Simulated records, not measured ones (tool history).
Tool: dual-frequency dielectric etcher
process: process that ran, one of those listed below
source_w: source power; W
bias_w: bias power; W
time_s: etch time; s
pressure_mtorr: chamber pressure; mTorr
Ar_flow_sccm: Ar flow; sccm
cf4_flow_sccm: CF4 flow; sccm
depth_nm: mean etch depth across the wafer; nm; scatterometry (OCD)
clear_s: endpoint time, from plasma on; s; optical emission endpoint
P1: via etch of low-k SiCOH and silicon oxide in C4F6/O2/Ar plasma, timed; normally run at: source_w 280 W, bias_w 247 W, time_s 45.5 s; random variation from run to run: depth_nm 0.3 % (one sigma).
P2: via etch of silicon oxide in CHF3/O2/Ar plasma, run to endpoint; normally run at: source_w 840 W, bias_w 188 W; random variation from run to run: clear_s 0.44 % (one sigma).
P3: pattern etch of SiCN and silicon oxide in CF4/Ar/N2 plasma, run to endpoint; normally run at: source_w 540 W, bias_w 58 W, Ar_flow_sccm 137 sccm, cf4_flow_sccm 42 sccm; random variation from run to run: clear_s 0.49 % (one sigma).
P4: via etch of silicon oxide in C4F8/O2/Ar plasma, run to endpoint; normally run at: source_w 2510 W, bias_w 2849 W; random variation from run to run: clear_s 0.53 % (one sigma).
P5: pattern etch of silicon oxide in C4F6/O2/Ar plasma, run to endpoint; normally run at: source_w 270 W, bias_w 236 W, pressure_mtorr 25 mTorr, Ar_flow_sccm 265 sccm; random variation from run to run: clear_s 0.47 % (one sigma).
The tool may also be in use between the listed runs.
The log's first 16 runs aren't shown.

| run | hour | process | source_w | bias_w | time_s | pressure_mtorr | Ar_flow_sccm | cf4_flow_sccm | depth_nm | clear_s |
|---|---|---|---|---|---|---|---|---|---|---|
| 17 | 49.9 | P1 | 190 | 247 | 45.5 |  |  |  | 97.034 |  |
| 18 | 53.6 | P4 | 2510 | 2849 |  |  |  |  |  | 229.88 |
| 19 | 55.8 | P1 | 280 | 172 | 45.5 |  |  |  | 99.909 |  |
| 20 | 59.3 | P2 | 840 | 244 |  |  |  |  |  | 314.92 |
| 21 | 61.5 | P5 | 270 | 182 |  | 25 | 265 |  |  | 16.209 |
| 22 | 63.9 | P5 | 150 | 236 |  | 25 | 265 |  |  | 18.455 |
| 23 | 66 | P1 | 280 | 190 | 30 |  |  |  | 68.011 |  |
| 24 | 69.7 | P1 | 280 | 247 | 45.5 |  |  |  | 112.46 |  |
| 25 | 72.6 | P4 | 3440 | 2849 |  |  |  |  |  | 204.24 |
| 26 | 75.6 | P1 | 280 | 247 | 63 |  |  |  | 156.76 |  |

Forecast run 27:
| 27 | 79.2 | P3 | 670 | 58 |  |  | 137 | 42 |  | ? |

{"run 27": {"clear_s": 11.826}}

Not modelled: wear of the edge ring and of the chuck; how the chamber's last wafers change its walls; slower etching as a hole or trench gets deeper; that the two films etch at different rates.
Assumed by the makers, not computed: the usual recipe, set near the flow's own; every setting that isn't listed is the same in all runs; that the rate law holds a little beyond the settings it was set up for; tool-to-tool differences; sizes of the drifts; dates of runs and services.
